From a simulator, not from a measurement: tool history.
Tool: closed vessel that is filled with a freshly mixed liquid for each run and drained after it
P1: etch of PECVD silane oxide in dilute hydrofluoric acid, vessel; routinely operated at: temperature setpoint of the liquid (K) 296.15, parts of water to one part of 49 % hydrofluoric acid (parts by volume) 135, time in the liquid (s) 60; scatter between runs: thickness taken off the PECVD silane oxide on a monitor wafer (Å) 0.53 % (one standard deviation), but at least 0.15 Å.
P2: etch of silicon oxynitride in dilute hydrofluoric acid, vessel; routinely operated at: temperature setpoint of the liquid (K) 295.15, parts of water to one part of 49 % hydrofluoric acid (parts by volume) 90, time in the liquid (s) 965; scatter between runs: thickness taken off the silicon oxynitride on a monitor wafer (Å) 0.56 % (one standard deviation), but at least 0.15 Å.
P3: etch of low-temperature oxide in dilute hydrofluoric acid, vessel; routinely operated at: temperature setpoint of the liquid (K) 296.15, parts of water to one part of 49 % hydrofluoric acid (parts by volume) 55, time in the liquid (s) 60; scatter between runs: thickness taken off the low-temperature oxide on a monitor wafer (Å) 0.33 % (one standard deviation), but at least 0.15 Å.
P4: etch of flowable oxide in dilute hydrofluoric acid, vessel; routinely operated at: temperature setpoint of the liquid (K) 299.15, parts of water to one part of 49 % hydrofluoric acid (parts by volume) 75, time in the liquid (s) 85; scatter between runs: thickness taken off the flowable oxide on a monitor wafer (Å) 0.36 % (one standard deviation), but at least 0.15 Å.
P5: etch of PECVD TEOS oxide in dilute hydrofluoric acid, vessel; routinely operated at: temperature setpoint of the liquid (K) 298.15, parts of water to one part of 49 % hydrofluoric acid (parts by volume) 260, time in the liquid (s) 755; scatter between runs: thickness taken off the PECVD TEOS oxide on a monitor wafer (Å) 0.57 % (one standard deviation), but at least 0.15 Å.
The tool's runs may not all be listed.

| run | hour | process that ran | temperature setpoint of the liquid (K) | parts of water to one part of 49 % hydrofluoric acid (parts by volume) | time in the liquid (s) | thickness taken off the PECVD silane oxide on a monitor wafer (Å) | thickness taken off the flowable oxide on a monitor wafer (Å) | thickness taken off the silicon oxynitride on a monitor wafer (Å) | thickness taken off the low-temperature oxide on a monitor wafer (Å) | thickness taken off the PECVD TEOS oxide on a monitor wafer (Å) |
|---|---|---|---|---|---|---|---|---|---|---|
| 1 | 10.5 | P1 | 296.15 | 135 | 60 | 112.780 |  |  |  |  |
| 2 | 18.7 | P4 | 299.15 | 125 | 85 |  | 156.440 |  |  |  |
| 3 | 27.7 | P2 | 295.15 | 90 | 965 |  |  | 170.16 |  |  |
| 4 | 38.2 | P4 | 299.15 | 75 | 30 |  | 97.959 |  |  |  |
| 5 | 50.7 | P1 | 296.15 | 135 | 60 | 113.600 |  |  |  |  |
| 6 | 63.3 | P1 | 292.15 | 135 | 60 | 97.005 |  |  |  |  |
| 7 | 73.8 | P1 | 296.15 | 135 | 60 | 114.030 |  |  |  |  |
| 8 | 85.6 | P3 | 296.15 | 55 | 100 |  |  |  | 244.990 |  |
| 9 | 98.1 | P3 | 296.15 | 105 | 60 |  |  |  | 72.303 |  |
| 10 | 110.5 | P1 | 296.15 | 135 | 30 | 57.278 |  |  |  |  |
| 11 | 119.4 | P5 | 298.15 | 260 | 755 |  |  |  |  | 415.41 |
| 12 | 126.9 | P2 | 295.15 | 90 | 1505 |  |  | 264.61 |  |  |
| 13 | 138.8 | P1 | 296.15 | 195 | 60 | 73.319 |  |  |  |  |
| 14 | 146.4 | P5 | 298.15 | 260 | 1170 |  |  |  |  | 642.74 |
| 15 | 158.6 | P1 | 296.15 | 135 | 60 | 112.980 |  |  |  |  |
| 16 | 169.8 | P1 | 291.15 | 135 | 30 | 45.940 |  |  |  |  |
| 17 | 177.0 | P4 | 299.15 | 75 | 85 |  | 276.830 |  |  |  |
| 18 | 183.6 | P3 | 296.15 | 55 | 60 |  |  |  | 148.140 |  |
| 19 | 190.9 | P1 | 296.15 | 20 | 60 | 887.410 |  |  |  |  |
| 20 | 199.3 | P1 | 302.15 | 135 | 60 | 143.230 |  |  |  |  |
| 21 | 205.8 | P1 | 296.15 | 135 | 60 | 114.400 |  |  |  |  |
| 22 | 218.4 | P5 | 298.15 | 260 | 755 |  |  |  |  | 418.31 |
| 23 | 228.3 | P3 | 301.65 | 55 | 60 |  |  |  | 184.930 |  |
| 24 | 239.3 | P2 | 298.65 | 90 | 965 |  |  | 202.05 |  |  |
| 25 | 249.4 | P5 | 298.15 | 45 | 755 |  |  |  |  | 3092.30 |
| 26 | 258.9 | P4 | 302.65 | 75 | 85 |  | 316.380 |  |  |  |
| 27 | 267.3 | P1 | 296.15 | 135 | 60 | 112.490 |  |  |  |  |
| 28 | 275.7 | P2 | 295.15 | 50 | 965 |  |  | 319.01 |  |  |
| 29 | 283.2 | P5 | 303.65 | 260 | 755 |  |  |  |  | 508.08 |
| 30 | 291.2 | P1 | 296.15 | 135 | 95 | 180.020 |  |  |  |  |
| 31 | 302.8 | P1 | 296.15 | 135 | 60 | 114.340 |  |  |  |  |
| 32 | 317.6 | P1 | 296.15 | 135 | 60 | 107.120 |  |  |  |  |
| 33 | 330.3 | P1 | 296.15 | 135 | 60 | 106.450 |  |  |  |  |
| 34 | 343.8 | P1 | 296.15 | 135 | 60 | 104.680 |  |  |  |  |
| 35 | 351.3 | P1 | 296.15 | 135 | 60 | 104.440 |  |  |  |  |
| 36 | 360.3 | P1 | 296.15 | 135 | 60 | 104.580 |  |  |  |  |
| 37 | 372.7 | P1 | 296.15 | 135 | 60 | 105.170 |  |  |  |  |

What P1 gives has crept away from where it was. These 2 causes fit the log equally well, each at the size given:
A: liquid colder than its thermometer reads (K) = 2.14
B: hydrofluoric acid flow below the setpoint (%) = 7
The drift started at roughly hour 302.8.

The list below offers 4 check runs, each averaging the results of 2 wafers, and shows each result as a question mark. For which of them would the listed causes give clearly different results?
| check 1 | 385.1 | P4 | 299.15 | 110 | 35 |  | ? |  |  |  |
| check 2 | 385.1 | P2 | 295.15 | 55 | 965 |  |  | ? |  |  |
| check 3 | 385.1 | P3 | 300.65 | 100 | 60 |  |  |  | ? |  |
| check 4 | 385.1 | P5 | 298.15 | 110 | 755 |  |  |  |  | ? |

Expected result of each check under each candidate cause:
| check | result | if A | if B |
|---|---|---|---|
| check 1 | thickness taken off the flowable oxide on a monitor wafer (Å) | 68.650 | 68.680 |
| check 2 | thickness taken off the silicon oxynitride on a monitor wafer (Å) | 260.06 | 268.20 |
| check 3 | thickness taken off the low-temperature oxide on a monitor wafer (Å) | 84.305 | 84.334 |
| check 4 | thickness taken off the PECVD TEOS oxide on a monitor wafer (Å) | 1069.30 | 1070.90 |
How far apart the two closest causes lie, in the result that separates them most: check 1 0.04 %; check 2 3.08 %; check 3 0.03 %; check 4 0.15 %
Check 2 tells the causes apart: in the others they would give nearly the same result.

Then check 2 was run and gave: thickness taken off the silicon oxynitride on a monitor wafer (Å) 267.08. Which cause is it?

The correct cause is B, namely: hydrofluoric acid flow below the setpoint (%).

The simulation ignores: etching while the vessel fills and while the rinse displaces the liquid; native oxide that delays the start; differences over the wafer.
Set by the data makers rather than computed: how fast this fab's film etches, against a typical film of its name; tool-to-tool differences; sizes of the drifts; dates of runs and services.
